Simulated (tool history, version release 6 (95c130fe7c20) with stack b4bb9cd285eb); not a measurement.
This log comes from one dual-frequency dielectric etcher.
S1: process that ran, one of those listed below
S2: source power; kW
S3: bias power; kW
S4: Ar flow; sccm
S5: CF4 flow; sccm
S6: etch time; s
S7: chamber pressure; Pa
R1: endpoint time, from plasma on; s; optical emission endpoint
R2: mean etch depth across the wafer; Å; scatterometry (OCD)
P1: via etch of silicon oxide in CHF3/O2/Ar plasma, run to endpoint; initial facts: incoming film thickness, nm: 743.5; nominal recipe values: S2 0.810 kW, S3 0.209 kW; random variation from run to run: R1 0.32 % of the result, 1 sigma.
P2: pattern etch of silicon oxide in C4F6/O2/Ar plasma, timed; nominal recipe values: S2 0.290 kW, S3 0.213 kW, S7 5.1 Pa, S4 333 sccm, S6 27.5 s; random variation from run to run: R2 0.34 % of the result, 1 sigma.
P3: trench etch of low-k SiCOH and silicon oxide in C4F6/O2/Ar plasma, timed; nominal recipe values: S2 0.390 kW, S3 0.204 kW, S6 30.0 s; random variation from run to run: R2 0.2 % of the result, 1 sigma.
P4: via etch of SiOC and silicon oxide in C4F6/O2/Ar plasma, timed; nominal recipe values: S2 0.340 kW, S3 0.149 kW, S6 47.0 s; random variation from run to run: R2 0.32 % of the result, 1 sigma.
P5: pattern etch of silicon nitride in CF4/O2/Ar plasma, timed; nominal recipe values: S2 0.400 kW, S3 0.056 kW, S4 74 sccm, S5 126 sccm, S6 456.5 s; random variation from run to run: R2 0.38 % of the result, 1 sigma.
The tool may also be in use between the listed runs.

{"run": 1, "day": 0.362, "S1": "P1", "S2": 0.81, "S3": 0.209, "R1": 309.36}
{"run": 2, "day": 0.654, "S1": "P1", "S2": 1.13, "S3": 0.209, "R1": 272.2}
{"run": 3, "day": 0.883, "S1": "P1", "S2": 1.08, "S3": 0.137, "R1": 317.19}
{"run": 4, "day": 1.1, "S1": "P1", "S2": 0.59, "S3": 0.263, "R1": 319.94}
{"run": 5, "day": 1.275, "S1": "P5", "S2": 0.4, "S3": 0.056, "S4": 49, "S5": 126, "S6": 456.5, "R2": 8067.0}
{"run": 6, "day": 1.579, "S1": "P2", "S2": 0.29, "S3": 0.213, "S4": 333, "S6": 27.5, "S7": 5.1, "R2": 768.06}
{"run": 7, "day": 1.754, "S1": "P4", "S2": 0.34, "S3": 0.209, "S6": 47.0, "R2": 522.97}
{"day": 1.938, "done": "wet clean of the chamber"}
{"run": 8, "day": 2.012, "S1": "P1", "S2": 0.81, "S3": 0.209, "R1": 308.77}
{"run": 9, "day": 2.188, "S1": "P1", "S2": 1.11, "S3": 0.26, "R1": 255.74}
{"run": 10, "day": 2.404, "S1": "P2", "S2": 0.29, "S3": 0.213, "S4": 333, "S6": 27.5, "S7": 6.0, "R2": 754.48}
{"run": 11, "day": 2.671, "S1": "P1", "S2": 0.81, "S3": 0.209, "R1": 308.16}
{"run": 12, "day": 2.95, "S1": "P1", "S2": 0.81, "S3": 0.209, "R1": 308.65}
{"run": 13, "day": 3.146, "S1": "P4", "S2": 0.34, "S3": 0.149, "S6": 47.0, "R2": 466.85}
{"run": 14, "day": 3.329, "S1": "P1", "S2": 0.81, "S3": 0.286, "R1": 276.15}
{"run": 15, "day": 3.571, "S1": "P4", "S2": 0.25, "S3": 0.149, "S6": 47.0, "R2": 411.68}
{"run": 16, "day": 3.892, "S1": "P5", "S2": 0.4, "S3": 0.056, "S4": 74, "S5": 126, "S6": 456.5, "R2": 7874.5}
{"run": 17, "day": 4.2, "S1": "P1", "S2": 0.81, "S3": 0.209, "R1": 308.52}
{"run": 18, "day": 4.488, "S1": "P3", "S2": 0.39, "S3": 0.285, "S6": 30.0, "R2": 1118.1}
{"run": 19, "day": 4.658, "S1": "P5", "S2": 0.4, "S3": 0.056, "S4": 74, "S5": 93, "S6": 456.5, "R2": 7620.1}
{"run": 20, "day": 4.983, "S1": "P5", "S2": 0.53, "S3": 0.056, "S4": 74, "S5": 126, "S6": 456.5, "R2": 10033.0}
{"run": 21, "day": 5.196, "S1": "P5", "S2": 0.4, "S3": 0.034, "S4": 74, "S5": 126, "S6": 456.5, "R2": 6586.3}
{"run": 22, "day": 5.4, "S1": "P3", "S2": 0.54, "S3": 0.204, "S6": 30.0, "R2": 1138.8}
{"run": 23, "day": 5.7, "S1": "P2", "S2": 0.29, "S3": 0.156, "S4": 333, "S6": 27.5, "S7": 5.1, "R2": 693.79}
{"run": 24, "day": 5.912, "S1": "P2", "S2": 0.29, "S3": 0.213, "S4": 333, "S6": 41.0, "S7": 5.1, "R2": 1140.4}
{"run": 25, "day": 6.192, "S1": "P3", "S2": 0.39, "S3": 0.204, "S6": 30.0, "R2": 1000.9}
{"run": 26, "day": 6.429, "S1": "P2", "S2": 0.29, "S3": 0.213, "S4": 195, "S6": 27.5, "S7": 5.1, "R2": 818.27}
{"run": 27, "day": 6.729, "S1": "P1", "S2": 0.81, "S3": 0.152, "R1": 342.38}
{"run": 28, "day": 7.096, "S1": "P4", "S2": 0.34, "S3": 0.149, "S6": 63.0, "R2": 625.32}
{"run": 29, "day": 7.267, "S1": "P1", "S2": 0.81, "S3": 0.209, "R1": 308.77}
{"run": 30, "day": 7.438, "S1": "P5", "S2": 0.4, "S3": 0.056, "S4": 74, "S5": 126, "S6": 646.0, "R2": 11118.0}
{"run": 31, "day": 7.717, "S1": "P2", "S2": 0.4, "S3": 0.213, "S4": 333, "S6": 27.5, "S7": 5.1, "R2": 872.21}
{"run": 32, "day": 7.962, "S1": "P1", "S2": 0.66, "S3": 0.209, "R1": 334.06}
{"run": 33, "day": 8.292, "S1": "P4", "S2": 0.34, "S3": 0.149, "S6": 47.0, "R2": 468.53}
{"run": 34, "day": 8.658, "S1": "P1", "S2": 0.81, "S3": 0.209, "R1": 308.53}
{"run": 35, "day": 9.012, "S1": "P3", "S2": 0.39, "S3": 0.204, "S6": 30.0, "R2": 999.03}
{"run": 36, "day": 9.346, "S1": "P3", "S2": 0.39, "S3": 0.204, "S6": 42.0, "R2": 1401.7}
{"run": 37, "day": 9.629, "S1": "P1", "S2": 0.81, "S3": 0.209, "R1": 309.01}
{"run": 38, "day": 9.896, "S1": "P1", "S2": 0.81, "S3": 0.209, "R1": 307.84}
{"run": 39, "day": 10.1, "S1": "P1", "S2": 0.81, "S3": 0.209, "R1": 306.68}
{"run": 40, "day": 10.288, "S1": "P1", "S2": 0.81, "S3": 0.209, "R1": 305.55}
{"run": 41, "day": 10.454, "S1": "P1", "S2": 0.81, "S3": 0.209, "R1": 304.6}
{"day": 10.479, "done": "wet clean of the chamber"}
{"run": 42, "day": 10.638, "S1": "P1", "S2": 0.81, "S3": 0.209, "R1": 304.94}
{"run": 43, "day": 10.833, "S1": "P1", "S2": 0.81, "S3": 0.209, "R1": 303.38}
{"run": 44, "day": 11.171, "S1": "P1", "S2": 0.81, "S3": 0.209, "R1": 303.97}
{"run": 45, "day": 11.538, "S1": "P1", "S2": 0.81, "S3": 0.209, "R1": 303.68}
{"run": 46, "day": 11.804, "S1": "P1", "S2": 0.81, "S3": 0.209, "R1": 302.43}

Something has made what P1 gives creep away from where it was; the 2 causes below, each at its own stated size, fit the log equally well:
A: source power that arrives over what is set, % = 4.25
B: bias power that arrives over what is set, % = 4.77
At approximately day 9.629, the process output began to creep.
All other causes, with the reason each is excluded:
chamber walls in a state that raises the etch rate, %: serviced at day 10.479, after the drift had started, without restoring the earlier output

Each of the check runs listed below is run on 2 wafers and reports their average, with the results left as question marks. Pick the one under which the possible causes would lead to clearly different results.
{"run": "check 1", "day": 12.071, "S1": "P2", "S2": 0.38, "S3": 0.213, "S4": 333, "S6": 38.5, "S7": 5.1, "R2": "?"}
{"run": "check 2", "day": 12.071, "S1": "P4", "S2": 0.26, "S3": 0.149, "S6": 47.0, "R2": "?"}
{"run": "check 3", "day": 12.071, "S1": "P3", "S2": 0.39, "S3": 0.276, "S6": 40.0, "R2": "?"}
{"run": "check 4", "day": 12.071, "S1": "P5", "S2": 0.52, "S3": 0.056, "S4": 51, "S5": 126, "S6": 456.5, "R2": "?"}

What each check would give under each cause:
check=check_1 result=R2 if_A=1214.10 if_B=1213.30
check=check_2 result=R2 if_A=427.83 if_B=427.31
check=check_3 result=R2 if_A=1501.60 if_B=1502.00
check=check_4 result=R2 if_A=10549.00 if_B=10338.00
How far apart the two closest causes lie, in the result that separates them most: check 1 0.07 %; check 2 0.12 %; check 3 0.03 %; check 4 2.03 %
Only check 4 tells the causes apart: in the others they would give nearly the same result.

Check 4 was then run and gave: R2 10533.00 Å. Which cause is it?

The cause is A: source power that arrives over what is set, %.
